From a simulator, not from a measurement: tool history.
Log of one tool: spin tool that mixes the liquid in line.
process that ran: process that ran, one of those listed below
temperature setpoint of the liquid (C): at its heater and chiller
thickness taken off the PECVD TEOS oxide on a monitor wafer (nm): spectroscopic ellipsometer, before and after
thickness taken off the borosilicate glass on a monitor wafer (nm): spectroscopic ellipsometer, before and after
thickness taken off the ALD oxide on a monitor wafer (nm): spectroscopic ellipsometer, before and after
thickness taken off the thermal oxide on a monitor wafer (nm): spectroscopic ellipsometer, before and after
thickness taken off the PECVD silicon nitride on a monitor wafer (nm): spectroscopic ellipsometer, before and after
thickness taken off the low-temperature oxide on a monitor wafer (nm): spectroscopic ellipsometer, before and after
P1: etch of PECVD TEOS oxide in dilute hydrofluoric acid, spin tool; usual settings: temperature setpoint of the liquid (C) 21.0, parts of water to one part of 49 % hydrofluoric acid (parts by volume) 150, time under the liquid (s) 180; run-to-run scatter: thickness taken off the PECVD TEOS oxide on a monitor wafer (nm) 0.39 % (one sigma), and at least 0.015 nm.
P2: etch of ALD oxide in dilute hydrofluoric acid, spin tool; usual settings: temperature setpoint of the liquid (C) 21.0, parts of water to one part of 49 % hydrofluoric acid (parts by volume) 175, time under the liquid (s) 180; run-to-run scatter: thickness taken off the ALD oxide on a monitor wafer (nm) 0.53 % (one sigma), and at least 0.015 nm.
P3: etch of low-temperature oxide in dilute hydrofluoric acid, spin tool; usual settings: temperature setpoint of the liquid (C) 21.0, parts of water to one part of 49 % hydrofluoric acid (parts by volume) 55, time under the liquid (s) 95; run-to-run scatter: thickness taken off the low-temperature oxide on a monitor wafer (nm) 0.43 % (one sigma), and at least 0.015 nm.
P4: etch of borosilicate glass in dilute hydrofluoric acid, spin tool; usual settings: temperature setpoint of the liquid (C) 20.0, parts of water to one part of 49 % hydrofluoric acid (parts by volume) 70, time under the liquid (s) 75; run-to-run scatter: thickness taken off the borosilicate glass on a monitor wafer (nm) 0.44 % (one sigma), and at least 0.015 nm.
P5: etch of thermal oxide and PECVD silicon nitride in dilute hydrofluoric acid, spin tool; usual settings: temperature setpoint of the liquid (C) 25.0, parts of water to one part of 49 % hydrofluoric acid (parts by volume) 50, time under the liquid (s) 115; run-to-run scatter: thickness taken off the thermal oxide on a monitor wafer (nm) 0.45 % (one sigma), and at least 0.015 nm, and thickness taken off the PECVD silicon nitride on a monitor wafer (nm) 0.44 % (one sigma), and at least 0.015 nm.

run	day	process that ran	temperature setpoint of the liquid (C)	parts of water to one part of 49 % hydrofluoric acid (parts by volume)	time under the liquid (s)	hours since the thermometer was replaced	hours since the hydrofluoric acid flow meter was replaced	thickness taken off the PECVD TEOS oxide on a monitor wafer (nm)	thickness taken off the borosilicate glass on a monitor wafer (nm)	thickness taken off the ALD oxide on a monitor wafer (nm)	thickness taken off the thermal oxide on a monitor wafer (nm)	thickness taken off the PECVD silicon nitride on a monitor wafer (nm)	thickness taken off the low-temperature oxide on a monitor wafer (nm)
1	0.262	P1	21.0	150	180	457.2	1015.9	22.8490					
2	0.492	P4	20.0	70	75	462.7	1021.4		30.637				
3	0.675	P2	21.0	175	180	467.1	1025.8			13.6010			
4	0.867	P1	21.0	150	295	471.7	1030.4	37.6860					
5	1.108	P4	20.0	70	75	477.5	1036.2		30.677				
6	1.346	P4	20.0	125	75	483.2	1041.9		16.082				
7	1.475	P2	17.0	175	180	486.3	1045.0			11.4430			
8	1.629	P2	21.0	175	50	490.0	1048.7			3.7499			
9	1.862	P5	17.0	50	115	495.6	1054.3				8.8948	2.6957	
10	2.004	P5	25.0	50	115	499.0	1057.7				12.3530	4.6032	
11	2.246	P2	21.0	175	180	504.8	1063.5			13.4040			
12	2.429	P3	21.0	20	95	509.2	1067.9						54.6870
13	2.629	P1	17.0	150	180	514.0	1072.7	19.5330					
14	2.879	P1	21.0	240	180	520.0	1078.7	13.1450					
15	3.162	P1	21.0	150	180	526.8	1085.5	22.9980					
16	3.321	P1	21.0	215	65	530.6	1089.3	5.3850					
17	3.567	P3	29.5	55	95	536.5	1095.2						26.8450
18	3.838	P1	21.0	150	75	543.0	1101.7	9.6028					
19	4.071	P4	17.0	70	75	548.6	1107.3		27.221				
20	4.346	P3	21.0	55	95	555.2	1113.9						19.0240
21	4.550	P1	21.0	60	180	560.1	1118.8	63.3400					
22	4.792	P4	20.0	70	25	565.9	1124.6		10.257				
23	5.017	P3	21.0	55	15	571.3	1130.0						3.0014
24	5.162	P2	21.0	290	180	574.8	1133.5			7.3177			
25	5.342	P1	21.0	150	180	579.1	1137.8	22.8470					
26	5.479	P1	21.0	150	180	582.4	1141.1	22.9740					
27	5.729	P3	21.0	55	95	588.4	1147.1						19.1770
28	5.854	P5	25.0	50	180	591.4	1150.1				19.3270	7.2618	
29	6.071	P1	21.0	150	180	596.6	1155.3	22.9730					
30	6.196	P5	25.0	20	115	599.6	1158.3				32.3220	11.2920	
31	6.454	P1	28.0	150	180	605.8	1164.5	30.1170					
32	6.654	P1	21.0	150	180	610.6	1169.3	22.9000					
33	6.921	P1	21.0	150	180	617.0	1175.7	23.4100					
34	7.171	P1	21.0	150	180	623.0	1181.7	23.7500					
35	7.312	P1	21.0	150	180	626.4	1185.1	23.8180					
36	7.525	P1	21.0	150	180	631.5	1190.2	23.9700					
37	7.662	P1	21.0	150	180	634.8	1193.5	23.9230					
38	7.825	P1	21.0	150	180	638.7	1197.4	24.2600					
39	8.100	P1	21.0	150	180	645.3	1204.0	24.4400					
40	8.262	P1	21.0	150	180	649.2	1207.9	24.2060					
41	8.517	P1	21.0	150	180	655.3	1214.0	24.3580					

What P1 gives has crept away from where it was. These 2 causes fit the log equally well, each at the size given:
A: hydrofluoric acid flow above the setpoint (%) = 4.8
B: liquid hotter than its thermometer reads (K) = 1.39
The creep began at about day 6.654.

4 check runs are offered, one wafer each, their results left as question marks. Which one tells the causes apart?
check 1	8.771	P2	18.0	275	180					?			
check 2	8.771	P3	28.5	55	15								?
check 3	8.771	P4	20.0	120	75				?				
check 4	8.771	P5	17.5	50	165						?	?	

What each check would give under each cause:
check	result	if A	if B
check 1	thickness taken off the ALD oxide on a monitor wafer (nm)	7.3757	7.3338
check 2	thickness taken off the low-temperature oxide on a monitor wafer (nm)	4.3251	4.3426
check 3	thickness taken off the borosilicate glass on a monitor wafer (nm)	17.903	17.959
check 4	thickness taken off the thermal oxide on a monitor wafer (nm)	13.6240	13.7670
check 4	thickness taken off the PECVD silicon nitride on a monitor wafer (nm)	4.1560	4.3799
How far apart the two closest causes lie, in the result that separates them most: check 1 0.57 %; check 2 0.4 %; check 3 0.31 %; check 4 5.25 %
Check 4 tells the causes apart: in the others they would give nearly the same result.

Then check 4 was run and gave: thickness taken off the thermal oxide on a monitor wafer (nm) 13.6520; thickness taken off the PECVD silicon nitride on a monitor wafer (nm) 4.3384. Which cause is it?

It is B: liquid hotter than its thermometer reads (K).

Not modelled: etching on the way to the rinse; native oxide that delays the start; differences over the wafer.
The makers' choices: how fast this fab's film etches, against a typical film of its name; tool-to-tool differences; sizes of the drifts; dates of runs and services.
